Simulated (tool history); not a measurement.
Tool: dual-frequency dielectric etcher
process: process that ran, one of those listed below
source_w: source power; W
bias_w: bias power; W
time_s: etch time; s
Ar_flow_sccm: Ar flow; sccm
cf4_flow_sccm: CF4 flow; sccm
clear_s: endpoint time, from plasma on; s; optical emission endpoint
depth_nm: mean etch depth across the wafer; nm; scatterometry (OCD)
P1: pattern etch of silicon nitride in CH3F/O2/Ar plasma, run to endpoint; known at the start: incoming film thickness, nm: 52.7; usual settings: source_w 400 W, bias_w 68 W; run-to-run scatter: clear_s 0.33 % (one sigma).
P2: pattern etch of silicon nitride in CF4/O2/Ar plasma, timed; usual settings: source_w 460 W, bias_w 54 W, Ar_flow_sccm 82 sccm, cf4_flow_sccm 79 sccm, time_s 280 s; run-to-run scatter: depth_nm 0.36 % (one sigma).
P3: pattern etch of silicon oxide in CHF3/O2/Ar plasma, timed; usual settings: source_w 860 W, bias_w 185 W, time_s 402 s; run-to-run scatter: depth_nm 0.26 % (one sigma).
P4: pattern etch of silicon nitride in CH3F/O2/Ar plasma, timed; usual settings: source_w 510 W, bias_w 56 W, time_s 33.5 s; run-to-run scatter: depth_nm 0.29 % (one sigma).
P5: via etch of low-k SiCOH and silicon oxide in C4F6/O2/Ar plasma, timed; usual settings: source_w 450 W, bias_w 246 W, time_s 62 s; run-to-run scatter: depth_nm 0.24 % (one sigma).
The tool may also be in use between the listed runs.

run   hour  process  source_w  bias_w  time_s  Ar_flow_sccm  cf4_flow_sccm  hours since the last wet clean  hours since the last source power generator calibration  hours since the last bias power generator calibration  clear_s  depth_nm
  1    7.3       P1       400      68                                                                314.1                                                    547.9                                                  408.6   77.472
  2   16.7       P4       510      41    33.5                                                        323.5                                                    557.3                                                    418             21.605
  3   26.6       P4       510      56    33.5                                                        333.4                                                    567.2                                                  427.9             23.735
      38.1  -- wet clean of the chamber
  4   42.2       P1       400      68                                                                  4.2                                                    582.8                                                  443.5    77.58
  5   51.6       P5       330     246      62                                                         13.6                                                    592.2                                                  452.9             164.05
  6   62.7       P1       400      40                                                                 24.7                                                    603.3                                                    464   91.744
  7   76.5       P1       400      68                                                                 38.5                                                    617.1                                                  477.8    77.33
  8   86.7       P2       460      37     280            82             79                            48.7                                                    627.3                                                    488             450.32
  9   95.6       P3       860     185     402                                                         57.6                                                    636.2                                                  496.9              927.6
 10  109.6       P1       250      68                                                                 71.6                                                    650.2                                                  510.9   92.677
 11  118.3       P4       510      56    41.5                                                         80.3                                                    658.9                                                  519.6             29.348
 12    134       P1       400      68                                                                   96                                                    674.6                                                  535.3   78.247
 13  145.3       P2       460      54     280            66             79                           107.3                                                    685.9                                                  546.6             533.28
 14  160.5       P3       610     185     402                                                        122.5                                                    701.1                                                  561.8             810.98
 15  176.4       P3       860     185   543.5                                                        138.4                                                      717                                                  577.7             1254.7
 16  186.3       P4       680      56    33.5                                                        148.3                                                    726.9                                                  587.6             26.568
 17    197       P2       640      54     280            82             79                             159                                                    737.6                                                  598.3             692.67
 18  212.3       P1       400      91                                                                174.3                                                    752.9                                                  613.6   69.868
 19  223.1       P1       510      68                                                                185.1                                                    763.7                                                  624.4    70.74
 20  235.9       P5       450     246      62                                                        197.9                                                    776.5                                                  637.2             184.71
       240  -- source power generator calibrated
 21  249.6       P4       510      56    33.5                                                        211.6                                                      9.6                                                  650.9             23.942
 22  264.3       P2       460      54     280            82             64                           226.3                                                     24.3                                                  665.6             509.55
 23  272.2       P1       300      50                                                                234.2                                                     32.2                                                  673.5   96.148
 24  279.6       P3       860     239     402                                                        241.6                                                     39.6                                                  680.9             1012.6
 25  293.1       P2       460      54     280            82             79                           255.1                                                     53.1                                                  694.4             520.74
 26  308.3       P2       460      54     206            82             79                           270.3                                                     68.3                                                  709.6             382.46
 27  318.1       P5       450     301      62                                                        280.1                                                     78.1                                                  719.4             197.68
 28  331.7       P1       400      68                                                                293.7                                                     91.7                                                    733   77.727
 29  344.5       P5       450     246    44.5                                                        306.5                                                    104.5                                                  745.8              132.8
 30  357.2       P1       400      68                                                                319.2                                                    117.2                                                  758.5   77.604
 31  365.5       P1       400      68                                                                327.5                                                    125.5                                                  766.8   78.056
 32  381.7       P1       400      68                                                                343.7                                                    141.7                                                    783   78.643
 33  389.3       P1       400      68                                                                351.3                                                    149.3                                                  790.6   78.188
 34  398.7       P1       400      68                                                                360.7                                                    158.7                                                    800   78.584
 35  405.8       P1       400      68                                                                367.8                                                    165.8                                                  807.1   78.221
       410  -- wet clean of the chamber
 36  418.3       P1       400      68                                                                  8.4                                                    178.3                                                  819.6   78.411
 37  434.6       P1       400      68                                                                 24.7                                                    194.6                                                  835.9   78.851
 38  448.6       P1       400      68                                                                 38.7                                                    208.6                                                  849.9   79.104
 39  464.4       P1       400      68                                                                 54.5                                                    224.4                                                  865.7   78.382
 40  473.4       P1       400      68                                                                 63.5                                                    233.4                                                  874.7   78.715
 41    483       P1       400      68                                                                 73.1                                                      243                                                  884.3   79.024

What P1 gives has crept away from where it was. These 2 causes fit the log equally well, each at the size given:
A: source power that arrives under what is set, % = 4.19
B: bias power that arrives under what is set, % = 4.72
The creep began at about hour 357.2.
Why every other cause is out:
chamber walls in a state that lowers the etch rate, %: serviced at hour 410, which brought nothing back

4 check runs are offered, each on 2 wafers whose results are averaged, their results left as question marks. Which one tells the causes apart?
check 1  492.6       P5       360     246      51                                                                                                                                                                                               ?
check 2  492.6       P3       700     236     402                                                                                                                                                                                               ?
check 3  492.6       P4       610      56    33.5                                                                                                                                                                                               ?
check 4  492.6       P2       460      40     280            82             79                                                                                                                                                                  ?

What each check would give under each cause:
  check    result    if A    if B
check 1  depth_nm  137.32  137.32
check 2  depth_nm  916.07  915.42
check 3  depth_nm  25.032  25.077
check 4  depth_nm  448.78  457.92
How far apart the two closest causes lie, in the result that separates them most: check 1 0 %; check 2 0.07 %; check 3 0.18 %; check 4 2.01 %
Only check 4 tells the causes apart: in the others they would give nearly the same result.

Then check 4 was run and gave: depth_nm 457.16 nm. Which cause is it?

It is B: bias power that arrives under what is set, %.
